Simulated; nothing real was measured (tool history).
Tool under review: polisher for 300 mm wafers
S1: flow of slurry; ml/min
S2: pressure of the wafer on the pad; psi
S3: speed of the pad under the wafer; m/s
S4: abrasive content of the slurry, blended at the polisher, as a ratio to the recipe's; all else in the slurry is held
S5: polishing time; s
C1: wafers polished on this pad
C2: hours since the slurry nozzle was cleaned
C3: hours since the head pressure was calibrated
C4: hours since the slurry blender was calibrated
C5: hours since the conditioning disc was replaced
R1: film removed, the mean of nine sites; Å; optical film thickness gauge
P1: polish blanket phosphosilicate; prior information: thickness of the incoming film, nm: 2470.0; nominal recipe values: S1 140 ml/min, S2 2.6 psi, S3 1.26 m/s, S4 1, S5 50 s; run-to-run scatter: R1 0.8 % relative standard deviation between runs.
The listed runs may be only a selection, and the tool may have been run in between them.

{"run": 1, "hour": 13.6, "S1": 140, "S2": 2.6, "S3": 1.26, "S4": 1, "S5": 50, "C1": 395, "C2": 117.9, "C3": 547.2, "C4": 208.2, "C5": 156.7, "R1": 3975.2}
{"run": 2, "hour": 26.1, "S1": 140, "S2": 2.6, "S3": 1.26, "S4": 0.75, "S5": 50, "C1": 560, "C2": 130.4, "C3": 559.7, "C4": 220.7, "C5": 169.2, "R1": 3467.2}
{"run": 3, "hour": 35.4, "S1": 140, "S2": 2.6, "S3": 1.26, "S4": 1, "S5": 63, "C1": 682, "C2": 139.7, "C3": 569, "C4": 230, "C5": 178.5, "R1": 5037.3}
{"run": 4, "hour": 44.9, "S1": 95, "S2": 2.6, "S3": 1.26, "S4": 1, "S5": 50, "C1": 806, "C2": 149.2, "C3": 578.5, "C4": 239.5, "C5": 188, "R1": 3697.2}
{"run": 5, "hour": 55.1, "S1": 140, "S2": 3.5, "S3": 1.26, "S4": 1, "S5": 50, "C1": 940, "C2": 159.4, "C3": 588.7, "C4": 249.7, "C5": 198.2, "R1": 5359.6}
{"hour": 62.0, "done": "head pressure recalibrated"}
{"run": 6, "hour": 68.9, "S1": 140, "S2": 1.5, "S3": 1.26, "S4": 1, "S5": 50, "C1": 1122, "C2": 173.2, "C3": 6.9, "C4": 263.5, "C5": 212, "R1": 2308.6}
{"run": 7, "hour": 78.5, "S1": 140, "S2": 2.6, "S3": 1.26, "S4": 1, "S5": 50, "C1": 1248, "C2": 182.8, "C3": 16.5, "C4": 273.1, "C5": 221.6, "R1": 4011}
{"run": 8, "hour": 88.4, "S1": 210, "S2": 2.6, "S3": 1.26, "S4": 1, "S5": 65, "C1": 1378, "C2": 192.7, "C3": 26.4, "C4": 283, "C5": 231.5, "R1": 5488.5}
{"run": 9, "hour": 97.5, "S1": 140, "S2": 2.6, "S3": 1.26, "S4": 1, "S5": 50, "C1": 1498, "C2": 201.8, "C3": 35.5, "C4": 292.1, "C5": 240.6, "R1": 3990.5}
{"hour": 102.1, "done": "conditioning disc replaced and pad reconditioned"}
{"run": 10, "hour": 106.2, "S1": 140, "S2": 2.6, "S3": 1.26, "S4": 1.3, "S5": 50, "C1": 1612, "C2": 210.5, "C3": 44.2, "C4": 300.8, "C5": 4.1, "R1": 4449.7}
{"run": 11, "hour": 115.0, "S1": 140, "S2": 2.6, "S3": 1.26, "S4": 1, "S5": 26, "C1": 1727, "C2": 219.3, "C3": 53, "C4": 309.6, "C5": 12.9, "R1": 2061.2}
{"run": 12, "hour": 126.3, "S1": 140, "S2": 2.6, "S3": 1.26, "S4": 1.4, "S5": 27, "C1": 1876, "C2": 230.6, "C3": 64.3, "C4": 320.9, "C5": 24.2, "R1": 2462.6}
{"run": 13, "hour": 137.4, "S1": 140, "S2": 2.6, "S3": 1.88, "S4": 1, "S5": 50, "C1": 2022, "C2": 241.7, "C3": 75.4, "C4": 332, "C5": 35.3, "R1": 5517}
{"run": 14, "hour": 152.3, "S1": 140, "S2": 2.6, "S3": 0.8, "S4": 1, "S5": 50, "C1": 2217, "C2": 256.6, "C3": 90.3, "C4": 346.9, "C5": 50.2, "R1": 2744.8}
{"run": 15, "hour": 160.9, "S1": 200, "S2": 2.6, "S3": 1.26, "S4": 1, "S5": 50, "C1": 2330, "C2": 265.2, "C3": 98.9, "C4": 355.5, "C5": 58.8, "R1": 4209.7}
{"run": 16, "hour": 170.4, "S1": 140, "S2": 2.6, "S3": 1.26, "S4": 1, "S5": 50, "C1": 2455, "C2": 274.7, "C3": 108.4, "C4": 365, "C5": 68.3, "R1": 3969.6}
{"run": 17, "hour": 183.1, "S1": 140, "S2": 2.6, "S3": 1.26, "S4": 1, "S5": 50, "C1": 2622, "C2": 287.4, "C3": 121.1, "C4": 377.7, "C5": 81, "R1": 4014.6}
{"run": 18, "hour": 196.1, "S1": 140, "S2": 2.6, "S3": 1.26, "S4": 1, "S5": 50, "C1": 2793, "C2": 300.4, "C3": 134.1, "C4": 390.7, "C5": 94, "R1": 3813.7}
{"run": 19, "hour": 205.2, "S1": 140, "S2": 2.6, "S3": 1.26, "S4": 1, "S5": 50, "C1": 2912, "C2": 309.5, "C3": 143.2, "C4": 399.8, "C5": 103.1, "R1": 3763.4}
{"hour": 216.8, "done": "worn pad replaced by a new one"}
{"run": 20, "hour": 219.5, "S1": 140, "S2": 2.6, "S3": 1.26, "S4": 1, "S5": 50, "C1": 36, "C2": 323.8, "C3": 157.5, "C4": 414.1, "C5": 117.4, "R1": 3665.5}
{"hour": 220.2, "done": "head pressure recalibrated"}
{"hour": 221.5, "done": "conditioning disc replaced and pad reconditioned"}
{"run": 21, "hour": 234.1, "S1": 140, "S2": 2.6, "S3": 1.26, "S4": 1, "S5": 50, "C1": 227, "C2": 338.4, "C3": 14, "C4": 428.7, "C5": 12.6, "R1": 3617.3}

Run 22 has not been measured yet. What should we expect?
{"run": 22, "hour": 247.9, "S1": 140, "S2": 2.6, "S3": 1.26, "S4": 1, "S5": 50, "C1": 409, "C2": 352.2, "C3": 27.8, "C4": 442.5, "C5": 26.4, "R1": "?"}

Run 22 measured R1 3584.4 Å.

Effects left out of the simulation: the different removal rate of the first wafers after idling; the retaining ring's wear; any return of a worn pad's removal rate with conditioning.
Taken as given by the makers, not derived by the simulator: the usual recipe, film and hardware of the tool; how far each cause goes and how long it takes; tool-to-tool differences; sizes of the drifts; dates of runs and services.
